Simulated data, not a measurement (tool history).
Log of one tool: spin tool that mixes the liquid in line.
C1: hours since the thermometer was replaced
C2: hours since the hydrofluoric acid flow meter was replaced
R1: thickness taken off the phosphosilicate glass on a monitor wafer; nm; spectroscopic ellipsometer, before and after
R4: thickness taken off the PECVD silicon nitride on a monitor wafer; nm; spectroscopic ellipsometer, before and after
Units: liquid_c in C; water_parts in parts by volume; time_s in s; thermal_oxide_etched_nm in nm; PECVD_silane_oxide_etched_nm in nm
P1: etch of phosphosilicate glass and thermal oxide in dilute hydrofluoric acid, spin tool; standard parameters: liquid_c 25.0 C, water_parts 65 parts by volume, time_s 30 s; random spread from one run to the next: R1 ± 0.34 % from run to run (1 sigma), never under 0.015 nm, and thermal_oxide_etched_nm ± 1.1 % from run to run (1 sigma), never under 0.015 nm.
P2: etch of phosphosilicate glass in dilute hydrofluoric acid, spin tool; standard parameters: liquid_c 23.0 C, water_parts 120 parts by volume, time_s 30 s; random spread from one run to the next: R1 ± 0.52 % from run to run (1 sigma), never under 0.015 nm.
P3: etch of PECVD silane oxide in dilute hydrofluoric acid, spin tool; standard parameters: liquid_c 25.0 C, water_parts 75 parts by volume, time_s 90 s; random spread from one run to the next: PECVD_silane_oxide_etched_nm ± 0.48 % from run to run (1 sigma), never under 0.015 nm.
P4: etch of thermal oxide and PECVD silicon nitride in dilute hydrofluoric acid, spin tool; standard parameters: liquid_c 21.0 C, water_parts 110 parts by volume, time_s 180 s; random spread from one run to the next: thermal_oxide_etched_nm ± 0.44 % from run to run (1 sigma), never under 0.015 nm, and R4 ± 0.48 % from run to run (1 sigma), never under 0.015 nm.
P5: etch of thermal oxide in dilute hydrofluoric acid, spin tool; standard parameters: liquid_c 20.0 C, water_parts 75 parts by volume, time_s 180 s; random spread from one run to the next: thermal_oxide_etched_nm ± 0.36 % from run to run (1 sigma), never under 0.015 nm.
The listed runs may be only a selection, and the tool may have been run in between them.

run 1 hour=6.6 | process=P1 liquid_c=25.0 water_parts=65 time_s=30 | C1=193.4 C2=734.0 | R1=70.909 thermal_oxide_etched_nm=2.2496
run 2 hour=13.9 | process=P1 liquid_c=25.0 water_parts=65 time_s=30 | C1=200.7 C2=741.3 | R1=69.866 thermal_oxide_etched_nm=2.2950
run 3 hour=19.4 | process=P1 liquid_c=19.5 water_parts=65 time_s=45 | C1=206.2 C2=746.8 | R1=84.251 thermal_oxide_etched_nm=2.7016
-- hour=23.7 thermometer replaced
run 4 hour=26.0 | process=P3 liquid_c=25.0 water_parts=20 time_s=90 | C1=2.4 C2=753.4 | PECVD_silane_oxide_etched_nm=220.500
run 5 hour=31.8 | process=P3 liquid_c=25.0 water_parts=75 time_s=90 | C1=8.2 C2=759.2 | PECVD_silane_oxide_etched_nm=53.403
-- hour=32.7 hydrofluoric acid flow meter replaced
run 6 hour=35.4 | process=P2 liquid_c=23.0 water_parts=120 time_s=55 | C1=11.8 C2=2.8 | R1=76.522
run 7 hour=38.9 | process=P1 liquid_c=21.5 water_parts=65 time_s=30 | C1=15.3 C2=6.3 | R1=61.038 thermal_oxide_etched_nm=1.9162
run 8 hour=43.8 | process=P1 liquid_c=25.0 water_parts=25 time_s=30 | C1=20.2 C2=11.2 | R1=194.090 thermal_oxide_etched_nm=6.2929
run 9 hour=49.0 | process=P4 liquid_c=29.5 water_parts=110 time_s=180 | C1=25.4 C2=16.4 | thermal_oxide_etched_nm=9.9761 R4=11.9400
run 10 hour=54.1 | process=P1 liquid_c=18.0 water_parts=65 time_s=60 | C1=30.5 C2=21.5 | R1=105.100 thermal_oxide_etched_nm=3.3362
run 11 hour=60.3 | process=P2 liquid_c=23.0 water_parts=120 time_s=30 | C1=36.7 C2=27.7 | R1=41.086
run 12 hour=65.3 | process=P1 liquid_c=25.0 water_parts=65 time_s=30 | C1=41.7 C2=32.7 | R1=70.168 thermal_oxide_etched_nm=2.2634
run 13 hour=70.4 | process=P5 liquid_c=20.0 water_parts=40 time_s=180 | C1=46.8 C2=37.8 | thermal_oxide_etched_nm=20.1790
run 14 hour=76.8 | process=P1 liquid_c=25.0 water_parts=100 time_s=30 | C1=53.2 C2=44.2 | R1=43.592 thermal_oxide_etched_nm=1.3746
run 15 hour=81.2 | process=P4 liquid_c=21.0 water_parts=110 time_s=290 | C1=57.6 C2=48.6 | thermal_oxide_etched_nm=11.6150 R4=10.9800
run 16 hour=88.4 | process=P5 liquid_c=20.0 water_parts=75 time_s=180 | C1=64.8 C2=55.8 | thermal_oxide_etched_nm=10.4550
run 17 hour=92.5 | process=P5 liquid_c=17.0 water_parts=75 time_s=180 | C1=68.9 C2=59.9 | thermal_oxide_etched_nm=9.1251
run 18 hour=97.7 | process=P2 liquid_c=23.0 water_parts=120 time_s=30 | C1=74.1 C2=65.1 | R1=41.635
run 19 hour=103.9 | process=P1 liquid_c=25.0 water_parts=65 time_s=30 | C1=80.3 C2=71.3 | R1=70.325 thermal_oxide_etched_nm=2.2666
run 20 hour=107.8 | process=P1 liquid_c=25.0 water_parts=65 time_s=55 | C1=84.2 C2=75.2 | R1=128.820 thermal_oxide_etched_nm=4.0872
run 21 hour=113.5 | process=P2 liquid_c=23.0 water_parts=200 time_s=30 | C1=89.9 C2=80.9 | R1=22.920
run 22 hour=119.8 | process=P2 liquid_c=17.5 water_parts=120 time_s=30 | C1=96.2 C2=87.2 | R1=33.160
run 23 hour=125.1 | process=P4 liquid_c=21.0 water_parts=110 time_s=180 | C1=101.5 C2=92.5 | thermal_oxide_etched_nm=7.2244 R4=6.9168
run 24 hour=131.6 | process=P1 liquid_c=32.5 water_parts=65 time_s=30 | C1=108.0 C2=99.0 | R1=93.843 thermal_oxide_etched_nm=2.9810
run 25 hour=137.3 | process=P1 liquid_c=25.0 water_parts=65 time_s=30 | C1=113.7 C2=104.7 | R1=70.733 thermal_oxide_etched_nm=2.2393
run 26 hour=143.4 | process=P4 liquid_c=21.0 water_parts=200 time_s=180 | C1=119.8 C2=110.8 | thermal_oxide_etched_nm=3.6123 R4=3.7771
run 27 hour=148.6 | process=P1 liquid_c=25.0 water_parts=65 time_s=30 | C1=125.0 C2=116.0 | R1=70.342 thermal_oxide_etched_nm=2.2082
run 28 hour=153.5 | process=P5 liquid_c=20.0 water_parts=75 time_s=180 | C1=129.9 C2=120.9 | thermal_oxide_etched_nm=10.3110
run 29 hour=158.7 | process=P3 liquid_c=32.0 water_parts=75 time_s=90 | C1=135.1 C2=126.1 | PECVD_silane_oxide_etched_nm=70.705
run 30 hour=163.1 | process=P1 liquid_c=25.0 water_parts=65 time_s=15 | C1=139.5 C2=130.5 | R1=35.209 thermal_oxide_etched_nm=1.1209
run 31 hour=168.5 | process=P3 liquid_c=25.0 water_parts=75 time_s=30 | C1=144.9 C2=135.9 | PECVD_silane_oxide_etched_nm=18.024
run 32 hour=171.9 | process=P4 liquid_c=21.0 water_parts=110 time_s=180 | C1=148.3 C2=139.3 | thermal_oxide_etched_nm=7.2482 R4=6.8370
run 33 hour=179.0 | process=P5 liquid_c=20.0 water_parts=75 time_s=340 | C1=155.4 C2=146.4 | thermal_oxide_etched_nm=19.6220
run 34 hour=183.3 | process=P1 liquid_c=25.0 water_parts=65 time_s=30 | C1=159.7 C2=150.7 | R1=70.235 thermal_oxide_etched_nm=2.2541
run 35 hour=190.3 | process=P1 liquid_c=25.0 water_parts=65 time_s=30 | C1=166.7 C2=157.7 | R1=73.467 thermal_oxide_etched_nm=2.2936
run 36 hour=195.8 | process=P1 liquid_c=25.0 water_parts=65 time_s=30 | C1=172.2 C2=163.2 | R1=74.118 thermal_oxide_etched_nm=2.3415
run 37 hour=199.2 | process=P1 liquid_c=25.0 water_parts=65 time_s=30 | C1=175.6 C2=166.6 | R1=74.569 thermal_oxide_etched_nm=2.4187
run 38 hour=204.5 | process=P1 liquid_c=25.0 water_parts=65 time_s=30 | C1=180.9 C2=171.9 | R1=75.044 thermal_oxide_etched_nm=2.3700
run 39 hour=208.8 | process=P1 liquid_c=25.0 water_parts=65 time_s=30 | C1=185.2 C2=176.2 | R1=75.858 thermal_oxide_etched_nm=2.3961
run 40 hour=212.5 | process=P1 liquid_c=25.0 water_parts=65 time_s=30 | C1=188.9 C2=179.9 | R1=75.150 thermal_oxide_etched_nm=2.3821
run 41 hour=217.4 | process=P1 liquid_c=25.0 water_parts=65 time_s=30 | C1=193.8 C2=184.8 | R1=75.877 thermal_oxide_etched_nm=2.3866
run 42 hour=220.7 | process=P1 liquid_c=25.0 water_parts=65 time_s=30 | C1=197.1 C2=188.1 | R1=75.463 thermal_oxide_etched_nm=2.3981
run 43 hour=225.7 | process=P1 liquid_c=25.0 water_parts=65 time_s=30 | C1=202.1 C2=193.1 | R1=76.007 thermal_oxide_etched_nm=2.4323

Something has made what P1 gives creep away from where it was; the 2 causes below, each at its own stated size, fit the log equally well:
A: liquid hotter than its thermometer reads (K) = 1.86
B: hydrofluoric acid flow above the setpoint (%) = 7.08
The onset of the drift is placed at about hour 183.3.

Of the 4 check runs listed below, each run on one wafer and each result written as a question mark, which would let you distinguish the listed causes because they would give clearly different results?
run check 1 hour=230.7 | process=P4 liquid_c=21.0 water_parts=110 time_s=180 | thermal_oxide_etched_nm=? R4=?
run check 2 hour=230.7 | process=P2 liquid_c=23.0 water_parts=120 time_s=30 | R1=?
run check 3 hour=230.7 | process=P5 liquid_c=20.0 water_parts=75 time_s=180 | thermal_oxide_etched_nm=?
run check 4 hour=230.7 | process=P3 liquid_c=25.0 water_parts=75 time_s=90 | PECVD_silane_oxide_etched_nm=?

Predicted outcomes, by check and by cause:
check=check_1 result=thermal_oxide_etched_nm if_A=7.7534 if_B=7.7692
check=check_1 result=R4 if_A=7.7442 if_B=7.3135
check=check_2 result=R1 if_A=44.837 if_B=45.060
check=check_3 result=thermal_oxide_etched_nm if_A=11.2120 if_B=11.1800
check=check_4 result=PECVD_silane_oxide_etched_nm if_A=58.139 if_B=58.203
Smallest distance between any two causes, each pair judged by its most separating result, in per cent: check 1 5.72 %; check 2 0.5 %; check 3 0.29 %; check 4 0.11 %
Only in check 1 would the causes give clearly different results; in the remaining checks their results would be nearly the same.

Then check 1 was run and gave: thermal_oxide_etched_nm 7.8095 nm; R4 7.3273 nm. Which cause is it?

It was cause B: hydrofluoric acid flow above the setpoint (%).
